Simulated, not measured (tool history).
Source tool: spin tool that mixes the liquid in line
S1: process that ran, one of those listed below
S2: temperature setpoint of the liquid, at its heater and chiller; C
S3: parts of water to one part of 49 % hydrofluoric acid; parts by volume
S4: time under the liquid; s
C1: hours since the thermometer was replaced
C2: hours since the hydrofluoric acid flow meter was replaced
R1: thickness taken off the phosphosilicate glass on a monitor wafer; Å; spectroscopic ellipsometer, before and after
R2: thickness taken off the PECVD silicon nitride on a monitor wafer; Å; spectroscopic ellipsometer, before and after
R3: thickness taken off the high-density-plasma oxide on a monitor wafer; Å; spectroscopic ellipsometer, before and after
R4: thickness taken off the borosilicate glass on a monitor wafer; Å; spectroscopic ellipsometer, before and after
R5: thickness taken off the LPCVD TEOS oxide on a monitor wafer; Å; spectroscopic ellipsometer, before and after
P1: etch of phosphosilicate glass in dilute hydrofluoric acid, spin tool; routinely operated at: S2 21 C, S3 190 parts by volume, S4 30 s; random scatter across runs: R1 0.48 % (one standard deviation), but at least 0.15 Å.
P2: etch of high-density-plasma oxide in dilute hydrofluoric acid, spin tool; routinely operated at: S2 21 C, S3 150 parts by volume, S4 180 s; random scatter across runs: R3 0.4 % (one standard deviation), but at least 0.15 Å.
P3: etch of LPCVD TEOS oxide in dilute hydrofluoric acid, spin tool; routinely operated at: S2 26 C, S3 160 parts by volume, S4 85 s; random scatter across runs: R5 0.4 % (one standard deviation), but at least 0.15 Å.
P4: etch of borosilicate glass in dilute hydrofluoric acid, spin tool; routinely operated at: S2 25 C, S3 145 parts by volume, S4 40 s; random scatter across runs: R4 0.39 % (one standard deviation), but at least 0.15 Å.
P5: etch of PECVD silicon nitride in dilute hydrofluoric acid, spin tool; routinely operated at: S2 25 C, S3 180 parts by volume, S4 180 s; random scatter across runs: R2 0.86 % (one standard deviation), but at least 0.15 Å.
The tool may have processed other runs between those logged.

run 1 day=0.267 | S1=P1 S2=21 S3=190 S4=30 | C1=529.8 C2=805.9 | R1=252.18
run 2 day=0.512 | S1=P5 S2=25 S3=180 S4=180 | C1=535.7 C2=811.8 | R2=23.172
run 3 day=0.925 | S1=P1 S2=21 S3=190 S4=30 | C1=545.6 C2=821.7 | R1=252.02
run 4 day=1.296 | S1=P1 S2=21 S3=190 S4=15 | C1=554.5 C2=830.6 | R1=125.44
run 5 day=1.612 | S1=P2 S2=21 S3=65 S4=180 | C1=562.1 C2=838.2 | R3=203.77
run 6 day=1.962 | S1=P1 S2=21 S3=190 S4=30 | C1=570.5 C2=846.6 | R1=253.08
run 7 day=2.292 | S1=P4 S2=25 S3=145 S4=70 | C1=578.4 C2=854.5 | R4=118.56
run 8 day=2.625 | S1=P3 S2=26 S3=160 S4=85 | C1=586.4 C2=862.5 | R5=90.882
run 9 day=2.912 | S1=P4 S2=25 S3=40 S4=40 | C1=593.3 C2=869.4 | R4=280.84
run 10 day=3.158 | S1=P2 S2=21 S3=150 S4=180 | C1=599.2 C2=875.3 | R3=80.473
run 11 day=3.375 | S1=P5 S2=25 S3=180 S4=340 | C1=604.4 C2=880.5 | R2=44.471
run 12 day=3.604 | S1=P1 S2=21 S3=270 S4=30 | C1=609.9 C2=886 | R1=163.47
run 13 day=3.862 | S1=P3 S2=32 S3=160 S4=85 | C1=616.1 C2=892.2 | R5=113.03
run 14 day=4.271 | S1=P4 S2=33 S3=145 S4=40 | C1=625.9 C2=902 | R4=90.835
run 15 day=4.679 | S1=P2 S2=17 S3=150 S4=180 | C1=635.7 C2=911.8 | R3=68.124
run 16 day=4.938 | S1=P4 S2=25 S3=145 S4=40 | C1=641.9 C2=918 | R4=67.923
run 17 day=5.354 | S1=P5 S2=18.5 S3=180 S4=180 | C1=651.9 C2=928 | R2=15.185
run 18 day=5.558 | S1=P1 S2=17 S3=190 S4=55 | C1=656.8 C2=932.9 | R1=396.73
run 19 day=5.954 | S1=P3 S2=26 S3=60 S4=85 | C1=666.3 C2=942.4 | R5=275.86
run 20 day=6.229 | S1=P2 S2=21 S3=150 S4=90 | C1=672.9 C2=949 | R3=39.622
run 21 day=6.479 | S1=P1 S2=21 S3=190 S4=30 | C1=678.9 C2=955 | R1=251.72
run 22 day=6.696 | S1=P1 S2=26.5 S3=190 S4=30 | C1=684.1 C2=960.2 | R1=311.84
run 23 day=7.117 | S1=P3 S2=26 S3=160 S4=125 | C1=694.2 C2=970.3 | R5=134.68
run 24 day=7.446 | S1=P1 S2=21 S3=45 S4=30 | C1=702.1 C2=978.2 | R1=1261.5
run 25 day=7.662 | S1=P1 S2=17 S3=190 S4=30 | C1=707.3 C2=983.4 | R1=215.24
run 26 day=8.058 | S1=P1 S2=21 S3=190 S4=60 | C1=716.8 C2=992.9 | R1=506.63
run 27 day=8.442 | S1=P5 S2=25 S3=305 S4=180 | C1=726 C2=1002.1 | R2=13.452
run 28 day=8.654 | S1=P1 S2=21 S3=190 S4=30 | C1=731.1 C2=1007.2 | R1=253.01
run 29 day=8.954 | S1=P1 S2=21 S3=190 S4=30 | C1=738.3 C2=1014.4 | R1=247.94
run 30 day=9.267 | S1=P1 S2=21 S3=190 S4=30 | C1=745.8 C2=1021.9 | R1=244.52
run 31 day=9.575 | S1=P1 S2=21 S3=190 S4=30 | C1=753.2 C2=1029.3 | R1=243.55
run 32 day=9.829 | S1=P1 S2=21 S3=190 S4=30 | C1=759.3 C2=1035.4 | R1=242.28
run 33 day=10.225 | S1=P1 S2=21 S3=190 S4=30 | C1=768.8 C2=1044.9 | R1=239.78
run 34 day=10.662 | S1=P1 S2=21 S3=190 S4=30 | C1=779.3 C2=1055.4 | R1=240.34
run 35 day=10.946 | S1=P1 S2=21 S3=190 S4=30 | C1=786.1 C2=1062.2 | R1=238.66
run 36 day=11.288 | S1=P1 S2=21 S3=190 S4=30 | C1=794.3 C2=1070.4 | R1=239.07
run 37 day=11.538 | S1=P1 S2=21 S3=190 S4=30 | C1=800.3 C2=1076.4 | R1=239.11

P1 has crept away from where it was. The log is fitted equally well by each of these 2 causes, at the sizes shown:
A: liquid colder than its thermometer reads (K) = 1.42
B: hydrofluoric acid flow below the setpoint (%) = 4.47
Onset of the creep was near day 8.654.

4 check runs are offered, each on 5 wafers whose results are averaged, their results left as question marks. Which one tells the causes apart?
run check 1 day=11.788 | S1=P2 S2=21 S3=150 S4=180 | R3=?
run check 2 day=11.788 | S1=P3 S2=26 S3=160 S4=85 | R5=?
run check 3 day=11.788 | S1=P4 S2=25 S3=145 S4=40 | R4=?
run check 4 day=11.788 | S1=P5 S2=25 S3=180 S4=180 | R2=?

What each check would give under each cause:
check=check_1 result=R3 if_A=75.5 if_B=75.739
check=check_2 result=R5 if_A=86.284 if_B=86.167
check=check_3 result=R4 if_A=64.175 if_B=64.218
check=check_4 result=R2 if_A=21.134 if_B=22.103
How far apart the two closest causes lie, in the result that separates them most: check 1 0.32 %; check 2 0.14 %; check 3 0.07 %; check 4 4.48 %
Of the check runs offered, only check 4 discriminates between the causes; the rest would read about the same regardless of which cause applies.

Check 4 was then run and gave: R2 22.094 Å. Which cause is it?

It was cause B: hydrofluoric acid flow below the setpoint (%).
